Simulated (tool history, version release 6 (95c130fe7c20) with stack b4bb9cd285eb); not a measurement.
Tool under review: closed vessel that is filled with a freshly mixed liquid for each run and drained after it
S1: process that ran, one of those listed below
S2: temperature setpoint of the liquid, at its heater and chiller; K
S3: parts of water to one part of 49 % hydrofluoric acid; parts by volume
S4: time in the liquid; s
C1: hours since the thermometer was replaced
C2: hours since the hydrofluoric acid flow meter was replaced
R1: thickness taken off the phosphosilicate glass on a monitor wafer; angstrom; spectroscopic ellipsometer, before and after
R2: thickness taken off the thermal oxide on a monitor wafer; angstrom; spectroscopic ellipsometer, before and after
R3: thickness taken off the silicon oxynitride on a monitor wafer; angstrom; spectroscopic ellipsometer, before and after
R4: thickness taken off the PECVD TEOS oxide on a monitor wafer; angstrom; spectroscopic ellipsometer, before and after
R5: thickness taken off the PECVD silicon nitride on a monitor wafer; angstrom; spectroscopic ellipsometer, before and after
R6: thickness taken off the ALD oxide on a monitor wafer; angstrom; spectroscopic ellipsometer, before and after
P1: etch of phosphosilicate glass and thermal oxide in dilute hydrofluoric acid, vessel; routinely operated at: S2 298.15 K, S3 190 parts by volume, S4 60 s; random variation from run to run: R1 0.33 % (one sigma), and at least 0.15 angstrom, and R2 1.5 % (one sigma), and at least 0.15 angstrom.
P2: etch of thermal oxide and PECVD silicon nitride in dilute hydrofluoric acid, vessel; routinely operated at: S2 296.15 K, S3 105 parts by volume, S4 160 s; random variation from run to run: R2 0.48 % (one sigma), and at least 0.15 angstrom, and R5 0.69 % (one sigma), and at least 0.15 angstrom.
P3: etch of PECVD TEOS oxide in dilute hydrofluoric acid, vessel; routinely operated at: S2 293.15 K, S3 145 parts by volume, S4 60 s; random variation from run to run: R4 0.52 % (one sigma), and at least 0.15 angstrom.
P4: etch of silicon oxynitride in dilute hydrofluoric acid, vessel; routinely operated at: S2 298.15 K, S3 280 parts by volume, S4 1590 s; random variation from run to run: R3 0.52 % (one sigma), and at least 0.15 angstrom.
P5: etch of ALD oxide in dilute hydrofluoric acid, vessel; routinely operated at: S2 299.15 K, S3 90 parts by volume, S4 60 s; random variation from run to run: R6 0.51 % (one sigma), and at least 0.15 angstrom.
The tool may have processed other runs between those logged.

Run 1, hour 10.2: S1 P1, S2 298.15 K, S3 190 parts by volume, S4 60 s; C1 930.3; C2 1749.0. Result: R1 450.22 angstrom, R2 13.7830 angstrom.
Run 2, hour 20.0: S1 P4, S2 298.15 K, S3 280 parts by volume, S4 1590 s; C1 940.1; C2 1758.8. Result: R3 75.181 angstrom.
Run 3, hour 32.4: S1 P1, S2 298.15 K, S3 190 parts by volume, S4 60 s; C1 952.5; C2 1771.2. Result: R1 451.02 angstrom, R2 14.3400 angstrom.
Run 4, hour 40.2: S1 P3, S2 293.15 K, S3 255 parts by volume, S4 60 s; C1 960.3; C2 1779.0. Result: R4 29.795 angstrom.
Run 5, hour 50.8: S1 P4, S2 298.15 K, S3 280 parts by volume, S4 425 s; C1 970.9; C2 1789.6. Result: R3 19.949 angstrom.
Run 6, hour 64.5: S1 P2, S2 296.15 K, S3 105 parts by volume, S4 160 s; C1 984.6; C2 1803.3. Result: R2 68.1280 angstrom, R5 28.053 angstrom.
Run 7, hour 75.0: S1 P1, S2 298.15 K, S3 190 parts by volume, S4 60 s; C1 995.1; C2 1813.8. Result: R1 453.41 angstrom, R2 14.1590 angstrom.
Run 8, hour 83.3: S1 P5, S2 299.15 K, S3 90 parts by volume, S4 60 s; C1 1003.4; C2 1822.1. Result: R6 210.52 angstrom.
Run 9, hour 95.9: S1 P4, S2 290.15 K, S3 280 parts by volume, S4 1590 s; C1 1016.0; C2 1834.7. Result: R3 52.575 angstrom.
Run 10, hour 107.3: S1 P1, S2 298.15 K, S3 50 parts by volume, S4 30 s; C1 1027.4; C2 1846.1. Result: R1 1014.80 angstrom, R2 31.3850 angstrom.
Run 11, hour 120.5: S1 P5, S2 307.15 K, S3 90 parts by volume, S4 60 s; C1 1040.6; C2 1859.3. Result: R6 287.33 angstrom.
Run 12, hour 134.1: S1 P2, S2 296.15 K, S3 35 parts by volume, S4 160 s; C1 1054.2; C2 1872.9. Result: R2 222.1900 angstrom, R5 82.299 angstrom.
Run 13, hour 141.8: S1 P5, S2 299.15 K, S3 90 parts by volume, S4 105 s; C1 1061.9; C2 1880.6. Result: R6 369.97 angstrom.
Run 14, hour 150.4: S1 P5, S2 299.15 K, S3 155 parts by volume, S4 60 s; C1 1070.5; C2 1889.2. Result: R6 112.05 angstrom.
Run 15, hour 160.0: S1 P3, S2 290.15 K, S3 145 parts by volume, S4 60 s; C1 1080.1; C2 1898.8. Result: R4 51.720 angstrom.
Run 16, hour 170.6: S1 P1, S2 298.15 K, S3 190 parts by volume, S4 60 s; C1 1090.7; C2 1909.4. Result: R1 451.23 angstrom, R2 13.9080 angstrom.
Run 17, hour 177.6: S1 P1, S2 298.15 K, S3 190 parts by volume, S4 115 s; C1 1097.7; C2 1916.4. Result: R1 866.82 angstrom, R2 26.7650 angstrom.
Run 18, hour 186.9: S1 P2, S2 300.15 K, S3 105 parts by volume, S4 160 s; C1 1107.0; C2 1925.7. Result: R2 79.4830 angstrom, R5 36.778 angstrom.
Run 19, hour 199.4: S1 P3, S2 293.15 K, S3 145 parts by volume, S4 100 s; C1 1119.5; C2 1938.2. Result: R4 97.912 angstrom.
Run 20, hour 213.0: S1 P1, S2 298.15 K, S3 345 parts by volume, S4 60 s; C1 1133.1; C2 1951.8. Result: R1 213.37 angstrom, R2 6.6133 angstrom.
Run 21, hour 219.6: S1 P2, S2 296.15 K, S3 105 parts by volume, S4 270 s; C1 1139.7; C2 1958.4. Result: R2 113.9900 angstrom, R5 47.691 angstrom.
Run 22, hour 229.4: S1 P1, S2 298.15 K, S3 55 parts by volume, S4 60 s; C1 1149.5; C2 1968.2. Result: R1 1847.30 angstrom, R2 57.6130 angstrom.
Run 23, hour 242.7: S1 P3, S2 293.15 K, S3 145 parts by volume, S4 60 s; C1 1162.8; C2 1981.5. Result: R4 57.786 angstrom.
Run 24, hour 250.1: S1 P1, S2 298.15 K, S3 190 parts by volume, S4 30 s; C1 1170.2; C2 1988.9. Result: R1 226.25 angstrom, R2 7.0234 angstrom.
Run 25, hour 260.7: S1 P4, S2 298.15 K, S3 500 parts by volume, S4 1590 s; C1 1180.8; C2 1999.5. Result: R3 36.304 angstrom.
Run 26, hour 269.2: S1 P1, S2 303.65 K, S3 190 parts by volume, S4 90 s; C1 1189.3; C2 2008.0. Result: R1 824.00 angstrom, R2 25.8690 angstrom.
Run 27, hour 276.3: S1 P1, S2 292.65 K, S3 190 parts by volume, S4 60 s; C1 1196.4; C2 2015.1. Result: R1 365.95 angstrom, R2 11.4010 angstrom.
Run 28, hour 285.5: S1 P4, S2 298.15 K, S3 280 parts by volume, S4 1590 s; C1 1205.6; C2 2024.3. Result: R3 74.643 angstrom.
Run 29, hour 296.9: S1 P1, S2 298.15 K, S3 190 parts by volume, S4 60 s; C1 1217.0; C2 2035.7. Result: R1 451.51 angstrom, R2 14.3010 angstrom.
Run 30, hour 307.5: S1 P1, S2 302.65 K, S3 190 parts by volume, S4 60 s; C1 1227.6; C2 2046.3. Result: R1 530.45 angstrom, R2 16.7010 angstrom.
Run 31, hour 321.4: S1 P3, S2 293.15 K, S3 145 parts by volume, S4 60 s; C1 1241.5; C2 2060.2. Result: R4 58.077 angstrom.
Run 32, hour 333.2: S1 P5, S2 299.15 K, S3 90 parts by volume, S4 60 s; C1 1253.3; C2 2072.0. Result: R6 209.47 angstrom.
Run 33, hour 340.5: S1 P1, S2 298.15 K, S3 190 parts by volume, S4 60 s; C1 1260.6; C2 2079.3. Result: R1 453.01 angstrom, R2 14.3760 angstrom.
Run 34, hour 349.5: S1 P1, S2 298.15 K, S3 190 parts by volume, S4 60 s; C1 1269.6; C2 2088.3. Result: R1 459.52 angstrom, R2 14.2700 angstrom.
Run 35, hour 362.5: S1 P1, S2 298.15 K, S3 190 parts by volume, S4 60 s; C1 1282.6; C2 2101.3. Result: R1 467.34 angstrom, R2 14.0890 angstrom.
Run 36, hour 372.7: S1 P1, S2 298.15 K, S3 190 parts by volume, S4 60 s; C1 1292.8; C2 2111.5. Result: R1 469.20 angstrom, R2 15.3130 angstrom.
Run 37, hour 383.0: S1 P1, S2 298.15 K, S3 190 parts by volume, S4 60 s; C1 1303.1; C2 2121.8. Result: R1 473.22 angstrom, R2 14.7960 angstrom.
Run 38, hour 391.7: S1 P1, S2 298.15 K, S3 190 parts by volume, S4 60 s; C1 1311.8; C2 2130.5. Result: R1 475.48 angstrom, R2 14.9740 angstrom.
Run 39, hour 403.3: S1 P1, S2 298.15 K, S3 190 parts by volume, S4 60 s; C1 1323.4; C2 2142.1. Result: R1 476.93 angstrom, R2 14.4300 angstrom.
Run 40, hour 412.0: S1 P1, S2 298.15 K, S3 190 parts by volume, S4 60 s; C1 1332.1; C2 2150.8. Result: R1 477.19 angstrom, R2 15.3290 angstrom.
Run 41, hour 421.2: S1 P1, S2 298.15 K, S3 190 parts by volume, S4 60 s; C1 1341.3; C2 2160.0. Result: R1 478.05 angstrom, R2 15.0020 angstrom.

Run 42, settings as shown, results not yet in. Your forecast:
Run 42, hour 434.4: S1 P1, S2 298.15 K, S3 190 parts by volume, S4 60 s; C1 1354.5; C2 2173.2. Result: R1 ?, R2 ?.

Logged for run 42: R1 480.05 angstrom, R2 14.6820 angstrom.
